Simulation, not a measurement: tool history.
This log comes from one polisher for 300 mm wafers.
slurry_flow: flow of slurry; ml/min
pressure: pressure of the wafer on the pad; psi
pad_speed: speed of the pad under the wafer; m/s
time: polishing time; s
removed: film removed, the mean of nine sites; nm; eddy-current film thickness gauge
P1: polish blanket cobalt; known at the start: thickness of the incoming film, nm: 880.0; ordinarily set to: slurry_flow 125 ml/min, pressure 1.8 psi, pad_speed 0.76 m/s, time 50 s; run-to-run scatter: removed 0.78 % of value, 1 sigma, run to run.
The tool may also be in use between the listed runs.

run,hour,slurry_flow,pressure,pad_speed,time,wafers polished on this pad,hours since the slurry nozzle was cleaned,hours since the head pressure was calibrated,removed
1,7.1,125,1.8,0.76,50,137,389.2,666.8,147.430
2,16.5,125,1.8,0.76,50,194,398.6,676.2,145.490
3,27.4,80,1.8,0.76,50,260,409.5,687.1,130.820
4,35.2,125,1.8,0.76,50,308,417.3,694.9,146.510
5,50.1,125,1.8,0.76,79,398,432.2,709.8,229.020
6,63.2,125,1.0,0.76,50,478,445.3,722.9,80.463
7,71.6,125,1.8,1.00,27,529,453.7,731.3,103.810
8,86.2,125,1.8,0.76,50,617,468.3,745.9,145.130
9,94.5,125,1.8,1.16,50,668,476.6,754.2,221.160
10,103.6,125,1.8,0.76,50,723,485.7,763.3,145.790
11,112.6,125,1.8,0.34,50,777,494.7,772.3,66.080
12,123.4,125,1.8,0.58,70,843,505.5,783.1,156.960
13,135.0,125,2.5,0.76,50,913,517.1,794.7,202.700
14,145.1,125,1.8,0.76,50,975,527.2,804.8,144.430
15,159.2,165,1.8,0.76,50,1060,541.3,818.9,153.110
16,166.5,125,1.8,1.00,66,1105,548.6,826.2,256.130
17,179.0,125,1.8,0.76,28,1181,561.1,838.7,82.921
# hour 180.2: worn pad replaced by a new one
18,189.8,125,1.8,0.76,50,58,571.9,849.5,146.760
19,200.2,125,1.8,0.76,50,121,582.3,859.9,143.090
20,210.3,125,1.8,0.76,50,182,592.4,870.0,140.030
21,222.1,125,1.8,0.76,50,254,604.2,881.8,136.250
22,230.7,125,1.8,0.76,50,306,612.8,890.4,133.860
23,245.2,125,1.8,0.76,50,394,627.3,904.9,132.270
# hour 246.2: worn pad replaced by a new one
24,256.0,125,1.8,0.76,50,59,638.1,915.7,134.400
25,265.2,125,1.8,0.76,50,115,647.3,924.9,131.910

Something has made what P1 gives creep away from where it was; the 2 causes below, each at its own stated size, fit the log equally well:
A: slurry flow missing at the pad, % = 33.3
B: head's pressure below its setpoint, % = 9.52
The onset of the drift is placed at about hour 200.2.
The rest of the possible causes, and what rules out each one:
removal rate lost through wear of the pad, %: maintenance at hour 246.2, after the shift began, did not return the process to its former output

The 4 check runs listed below each average the results of 2 wafers, and their outcomes are marked with question marks. Under which run would the listed causes produce clearly different results?
check 1,274.4,85,1.0,0.76,50,,,,?
check 2,274.4,125,1.8,1.12,34,,,,?
check 3,274.4,125,2.2,0.76,78,,,,?
check 4,274.4,125,1.8,0.38,50,,,,?

What each check would give under each cause:
check,result,if A,if B
check 1,removed,64.349,66.885
check 2,removed,132.600,132.560
check 3,removed,252.290,252.220
check 4,removed,66.159,66.141
Per check, the gap between the least separated pair of causes, taken in the result that splits them most: check 1 3.87 %; check 2 0.03 %; check 3 0.03 %; check 4 0.03 %
The other checks would show nearly matching results whichever cause is true, so check 1 is the only one that separates the causes.

The results of check 1 are: removed 66.593 nm. Based on these, which of the listed causes is it?

The cause is B: head's pressure below its setpoint, %.
